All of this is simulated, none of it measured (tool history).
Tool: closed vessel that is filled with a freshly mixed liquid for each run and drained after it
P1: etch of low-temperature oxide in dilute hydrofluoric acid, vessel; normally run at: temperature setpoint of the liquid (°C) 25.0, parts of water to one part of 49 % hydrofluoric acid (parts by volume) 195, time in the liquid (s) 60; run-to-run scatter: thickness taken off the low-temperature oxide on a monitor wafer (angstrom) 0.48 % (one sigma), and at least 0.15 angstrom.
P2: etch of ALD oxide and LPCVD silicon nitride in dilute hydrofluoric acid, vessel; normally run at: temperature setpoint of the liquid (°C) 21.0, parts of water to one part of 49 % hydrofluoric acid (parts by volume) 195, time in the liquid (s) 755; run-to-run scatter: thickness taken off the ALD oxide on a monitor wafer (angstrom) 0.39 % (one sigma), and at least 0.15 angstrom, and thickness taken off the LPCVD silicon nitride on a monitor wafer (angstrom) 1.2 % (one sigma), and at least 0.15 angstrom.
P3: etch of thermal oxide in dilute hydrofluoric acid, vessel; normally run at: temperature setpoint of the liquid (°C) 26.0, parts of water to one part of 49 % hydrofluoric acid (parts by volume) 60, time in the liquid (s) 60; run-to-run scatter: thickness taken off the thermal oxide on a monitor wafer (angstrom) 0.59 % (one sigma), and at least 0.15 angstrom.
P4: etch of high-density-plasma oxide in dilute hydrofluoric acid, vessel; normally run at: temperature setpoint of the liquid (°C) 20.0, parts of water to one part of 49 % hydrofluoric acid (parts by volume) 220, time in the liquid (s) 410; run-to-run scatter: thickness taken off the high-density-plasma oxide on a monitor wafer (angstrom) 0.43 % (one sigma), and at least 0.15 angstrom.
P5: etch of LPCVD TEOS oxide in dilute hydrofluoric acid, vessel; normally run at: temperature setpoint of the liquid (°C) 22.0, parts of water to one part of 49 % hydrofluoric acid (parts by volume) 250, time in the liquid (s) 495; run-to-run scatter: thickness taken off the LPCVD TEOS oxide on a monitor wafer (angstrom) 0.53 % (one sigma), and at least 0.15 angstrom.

| run | hour | process that ran | temperature setpoint of the liquid (°C) | parts of water to one part of 49 % hydrofluoric acid (parts by volume) | time in the liquid (s) | hours since the thermometer was replaced | hours since the hydrofluoric acid flow meter was replaced | thickness taken off the low-temperature oxide on a monitor wafer (angstrom) | thickness taken off the thermal oxide on a monitor wafer (angstrom) | thickness taken off the high-density-plasma oxide on a monitor wafer (angstrom) | thickness taken off the LPCVD TEOS oxide on a monitor wafer (angstrom) | thickness taken off the ALD oxide on a monitor wafer (angstrom) | thickness taken off the LPCVD silicon nitride on a monitor wafer (angstrom) |
|---|---|---|---|---|---|---|---|---|---|---|---|---|---|
| 1 | 6.6 | P1 | 25.0 | 195 | 60 | 641.3 | 502.0 | 48.061 |  |  |  |  |  |
| 2 | 12.8 | P1 | 25.0 | 195 | 60 | 647.5 | 508.2 | 48.126 |  |  |  |  |  |
| 3 | 18.8 | P3 | 26.0 | 95 | 60 | 653.5 | 514.2 |  | 33.140 |  |  |  |  |
| 4 | 25.6 | P1 | 18.5 | 195 | 100 | 660.3 | 521.0 | 62.581 |  |  |  |  |  |
| 5 | 34.7 | P4 | 20.0 | 220 | 70 | 669.4 | 530.1 |  |  | 16.624 |  |  |  |
| 6 | 40.6 | P1 | 25.0 | 285 | 60 | 675.3 | 536.0 | 30.248 |  |  |  |  |  |
| 7 | 49.6 | P3 | 26.0 | 60 | 30 | 684.3 | 545.0 |  | 27.153 |  |  |  |  |
| 8 | 58.5 | P5 | 22.0 | 45 | 495 | 693.2 | 553.9 |  |  |  | 2105.60 |  |  |
|  | 64.9 | hydrofluoric acid flow meter replaced |
| 9 | 68.7 | P2 | 21.0 | 355 | 755 | 703.4 | 3.8 |  |  |  |  | 223.85 | 9.7092 |
| 10 | 79.4 | P1 | 25.0 | 85 | 60 | 714.1 | 14.5 | 125.290 |  |  |  |  |  |
| 11 | 84.8 | P3 | 26.0 | 60 | 60 | 719.5 | 19.9 |  | 54.781 |  |  |  |  |
| 12 | 91.2 | P4 | 20.0 | 220 | 410 | 725.9 | 26.3 |  |  | 97.141 |  |  |  |
| 13 | 99.4 | P2 | 21.0 | 195 | 335 | 734.1 | 34.5 |  |  |  |  | 209.36 | 7.6991 |
| 14 | 110.4 | P1 | 17.5 | 195 | 60 | 745.1 | 45.5 | 36.567 |  |  |  |  |  |
| 15 | 119.7 | P2 | 21.0 | 195 | 755 | 754.4 | 54.8 |  |  |  |  | 471.43 | 16.8420 |
| 16 | 130.6 | P2 | 21.0 | 195 | 755 | 765.3 | 65.7 |  |  |  |  | 473.50 | 17.3340 |
| 17 | 137.3 | P5 | 30.5 | 250 | 495 | 772.0 | 72.4 |  |  |  | 407.90 |  |  |
| 18 | 142.1 | P3 | 20.5 | 60 | 60 | 776.8 | 77.2 |  | 43.789 |  |  |  |  |
| 19 | 151.5 | P1 | 25.0 | 195 | 60 | 786.2 | 86.6 | 47.946 |  |  |  |  |  |
| 20 | 159.4 | P4 | 20.0 | 380 | 410 | 794.1 | 94.5 |  |  | 48.632 |  |  |  |
| 21 | 165.3 | P4 | 24.0 | 220 | 410 | 800.0 | 100.4 |  |  | 112.000 |  |  |  |
| 22 | 171.9 | P1 | 25.0 | 195 | 120 | 806.6 | 107.0 | 96.247 |  |  |  |  |  |
| 23 | 182.1 | P5 | 22.0 | 250 | 495 | 816.8 | 117.2 |  |  |  | 304.27 |  |  |
| 24 | 189.8 | P4 | 20.0 | 220 | 410 | 824.5 | 124.9 |  |  | 96.835 |  |  |  |
| 25 | 198.9 | P1 | 25.0 | 195 | 30 | 833.6 | 134.0 | 24.250 |  |  |  |  |  |
| 26 | 204.5 | P5 | 22.0 | 250 | 845 | 839.2 | 139.6 |  |  |  | 513.58 |  |  |
| 27 | 213.7 | P5 | 22.0 | 250 | 495 | 848.4 | 148.8 |  |  |  | 300.46 |  |  |
| 28 | 220.6 | P1 | 25.0 | 195 | 60 | 855.3 | 155.7 | 48.217 |  |  |  |  |  |
| 29 | 231.5 | P1 | 25.0 | 195 | 60 | 866.2 | 166.6 | 48.391 |  |  |  |  |  |
| 30 | 239.4 | P2 | 29.0 | 195 | 755 | 874.1 | 174.5 |  |  |  |  | 630.27 | 28.8070 |
| 31 | 246.4 | P1 | 29.5 | 195 | 30 | 881.1 | 181.5 | 28.598 |  |  |  |  |  |
| 32 | 252.8 | P1 | 30.5 | 195 | 60 | 887.5 | 187.9 | 58.886 |  |  |  |  |  |
| 33 | 261.9 | P1 | 25.0 | 195 | 60 | 896.6 | 197.0 | 48.056 |  |  |  |  |  |
| 34 | 271.0 | P1 | 25.0 | 195 | 60 | 905.7 | 206.1 | 48.148 |  |  |  |  |  |
| 35 | 279.3 | P1 | 25.0 | 195 | 60 | 914.0 | 214.4 | 46.744 |  |  |  |  |  |
| 36 | 289.7 | P1 | 25.0 | 195 | 60 | 924.4 | 224.8 | 46.270 |  |  |  |  |  |
| 37 | 299.4 | P1 | 25.0 | 195 | 60 | 934.1 | 234.5 | 45.107 |  |  |  |  |  |
| 38 | 308.9 | P1 | 25.0 | 195 | 60 | 943.6 | 244.0 | 45.655 |  |  |  |  |  |
| 39 | 317.8 | P1 | 25.0 | 195 | 60 | 952.5 | 252.9 | 45.169 |  |  |  |  |  |
| 40 | 324.5 | P1 | 25.0 | 195 | 60 | 959.2 | 259.6 | 45.069 |  |  |  |  |  |
| 41 | 333.8 | P1 | 25.0 | 195 | 60 | 968.5 | 268.9 | 45.192 |  |  |  |  |  |
| 42 | 341.9 | P1 | 25.0 | 195 | 60 | 976.6 | 277.0 | 44.783 |  |  |  |  |  |
| 43 | 351.5 | P1 | 25.0 | 195 | 60 | 986.2 | 286.6 | 44.336 |  |  |  |  |  |
| 44 | 356.3 | P1 | 25.0 | 195 | 60 | 991.0 | 291.4 | 44.643 |  |  |  |  |  |

What P1 gives has crept away from where it was. These 2 causes fit the log equally well, each at the size given:
A: hydrofluoric acid flow below the setpoint (%) = 6
B: liquid colder than its thermometer reads (K) = 2.04
The creep began at about hour 271.0.

4 check runs are offered, each on 5 wafers whose results are averaged, their results left as question marks. Which one tells the causes apart?
| check 1 | 361.1 | P5 | 27.5 | 160 | 495 |  |  |  |  |  | ? |  |  |
| check 2 | 361.1 | P2 | 21.0 | 325 | 755 |  |  |  |  |  |  | ? | ? |
| check 3 | 361.1 | P4 | 20.0 | 350 | 105 |  |  |  |  | ? |  |  |  |
| check 4 | 361.1 | P3 | 26.0 | 90 | 30 |  |  |  | ? |  |  |  |  |

What each check would give under each cause:
| check | result | if A | if B |
|---|---|---|---|
| check 1 | thickness taken off the LPCVD TEOS oxide on a monitor wafer (angstrom) | 592.60 | 591.87 |
| check 2 | thickness taken off the ALD oxide on a monitor wafer (angstrom) | 231.36 | 232.92 |
| check 2 | thickness taken off the LPCVD silicon nitride on a monitor wafer (angstrom) | 9.8567 | 9.2038 |
| check 3 | thickness taken off the high-density-plasma oxide on a monitor wafer (angstrom) | 12.729 | 12.823 |
| check 4 | thickness taken off the thermal oxide on a monitor wafer (angstrom) | 16.308 | 16.123 |
How far apart the two closest causes lie, in the result that separates them most: check 1 0.12 %; check 2 6.85 %; check 3 0.73 %; check 4 1.14 %
Only check 2 tells the causes apart: in the others they would give nearly the same result.

Then check 2 was run and gave: thickness taken off the ALD oxide on a monitor wafer (angstrom) 232.81; thickness taken off the LPCVD silicon nitride on a monitor wafer (angstrom) 9.0717. Which cause is it?

It is B: liquid colder than its thermometer reads (K).

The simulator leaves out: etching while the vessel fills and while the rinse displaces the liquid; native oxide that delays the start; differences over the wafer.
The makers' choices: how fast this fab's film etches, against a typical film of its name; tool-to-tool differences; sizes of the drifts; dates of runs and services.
